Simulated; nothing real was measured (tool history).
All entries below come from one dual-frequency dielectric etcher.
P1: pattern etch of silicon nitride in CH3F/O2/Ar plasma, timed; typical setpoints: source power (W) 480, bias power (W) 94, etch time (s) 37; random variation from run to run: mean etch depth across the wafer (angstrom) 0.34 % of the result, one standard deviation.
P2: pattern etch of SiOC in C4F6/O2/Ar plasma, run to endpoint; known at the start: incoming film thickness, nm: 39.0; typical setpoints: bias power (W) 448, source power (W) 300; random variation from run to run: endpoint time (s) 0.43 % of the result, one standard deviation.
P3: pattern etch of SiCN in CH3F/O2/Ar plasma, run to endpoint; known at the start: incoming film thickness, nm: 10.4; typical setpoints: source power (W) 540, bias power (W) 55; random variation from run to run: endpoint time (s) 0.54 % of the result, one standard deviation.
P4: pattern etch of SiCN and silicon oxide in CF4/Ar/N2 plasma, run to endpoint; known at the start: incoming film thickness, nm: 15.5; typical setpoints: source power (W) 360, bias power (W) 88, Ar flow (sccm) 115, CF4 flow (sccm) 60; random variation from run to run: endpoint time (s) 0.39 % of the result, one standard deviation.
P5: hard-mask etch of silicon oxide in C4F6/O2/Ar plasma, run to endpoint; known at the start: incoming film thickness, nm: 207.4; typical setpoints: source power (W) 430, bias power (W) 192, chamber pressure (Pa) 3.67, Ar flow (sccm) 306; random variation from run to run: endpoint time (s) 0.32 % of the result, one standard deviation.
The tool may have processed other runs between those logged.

run   hour  process that ran  source power (W)  bias power (W)  etch time (s)  Ar flow (sccm)  CF4 flow (sccm)  chamber pressure (Pa)  mean etch depth across the wafer (angstrom)  endpoint time (s)
  1    8.5                P1               480              94             37                                                                                               307.72
  2   20.4                P4               360              88                            115               41                                                                                 23.165
  3   33.6                P4               500              88                            115               60                                                                                 16.592
  4   43.6                P1               480             132             37                                                                                               348.02
  5   50.2                P2               300             322                                                                                                                                   16.9
  6   63.1                P5               260             192                            306                                    3.67                                                          77.784
  7   69.2                P2               230             448                                                                                                                                 16.661
  8   80.8                P4               360              88                            115               60                                                                                 21.933
  9   91.1                P1               480              94             55                                                                                               457.21
 10     99                P3               540              34                                                                                                                                 30.908
 11  108.7                P2               300             448                                                                                                                                 15.084
 12  119.5                P1               480              94             37                                                                                               308.35
 13  127.3                P3               540              55                                                                                                                                 26.876
 14  133.5                P1               590              94             37                                                                                                333.3
 15  141.2                P4               360              88                            151               60                                                                                 22.778
 16  149.3                P5               430             250                            306                                    3.67                                                          58.509
 17  161.5                P1               480              94             37                                                                                               305.51
 18  168.5                P4               360              88                            115               60                                                                                 21.902
 19  174.5                P5               430             192                            306                                    3.67                                                          64.168
 20  182.9                P1               480              62             37                                                                                               266.34
 21  189.2                P4               360              58                            115               60                                                                                 25.511
 22  199.9                P1               480              94             37                                                                                               307.75
 23  207.4                P5               430             192                            427                                    3.67                                                          66.265
 24  219.9                P5               430             192                            306                                    3.67                                                          63.552
 25    230                P1               480              94             37                                                                                               308.29
 26  242.9                P5               430             192                            306                                     4.6                                                          65.825
 27  250.8                P3               360              55                                                                                                                                 30.862
 28  264.1                P1               370              94             37                                                                                               277.89
 29  277.5                P2               300             448                                                                                                                                 15.071
 30  287.4                P1               360              94             52                                                                                               386.62
 31  298.9                P1               620             132             37                                                                                               383.08
 32  311.4                P1               480              94             25                                                                                               208.23
 33  317.4                P1               480              94             37                                                                                               308.35
 34  329.5                P3               540              55                                                                                                                                 26.749
 35    338                P1               480              94             37                                                                                               306.28
 36  349.8                P1               480              94             37                                                                                                  311
 37  356.8                P1               480              94             37                                                                                               310.97
 38  366.6                P1               480              94             37                                                                                               312.78
     373.1  -- wet clean of the chamber
 39  374.2                P1               480              94             37                                                                                               311.22
 40    386                P1               480              94             37                                                                                               314.79
 41  392.2                P1               480              94             37                                                                                               312.45
 42  400.3                P1               480              94             37                                                                                               311.59
 43  410.4                P1               480              94             37                                                                                               312.66

Something has made what P1 gives creep away from where it was; the 2 causes below, each at its own stated size, fit the log equally well:
A: bias power that arrives over what is set, % = 4.83
B: source power that arrives over what is set, % = 4.63
Creep in the process output first set in at about hour 338.
What rules out each remaining cause:
chamber walls in a state that raises the etch rate, %: was serviced at hour 373.1, once the creep was under way, yet the earlier output never came back

You are offered 4 check runs, listed below with question marks in place of their results; each one averages 2 wafers. Which run separates the listed causes by giving clearly different results for each?
check 1  420.5                P3               540              55                                                                                                                                      ?
check 2  420.5                P5               430             192                            306                                    3.67                                                               ?
check 3  420.5                P4               360              88                            115               60                                                                                      ?
check 4  420.5                P2               300             448                                                                                                                                      ?

Check results expected under each cause:
  check             result    if A    if B
check 1  endpoint time (s)  26.303  26.246
check 2  endpoint time (s)  62.923  62.766
check 3  endpoint time (s)  21.531  21.067
check 4  endpoint time (s)  14.842  14.856
Gap, in per cent, between the two causes that each check separates least, read from the result that separates them most: check 1 0.22 %; check 2 0.25 %; check 3 2.18 %; check 4 0.09 %
The causes can be told apart only by check 3. The other checks would give nearly the same results under each of them.

After running check 3, the following was obtained: endpoint time (s) 21.11. Which cause does this point to?

It was cause B: source power that arrives over what is set, %.

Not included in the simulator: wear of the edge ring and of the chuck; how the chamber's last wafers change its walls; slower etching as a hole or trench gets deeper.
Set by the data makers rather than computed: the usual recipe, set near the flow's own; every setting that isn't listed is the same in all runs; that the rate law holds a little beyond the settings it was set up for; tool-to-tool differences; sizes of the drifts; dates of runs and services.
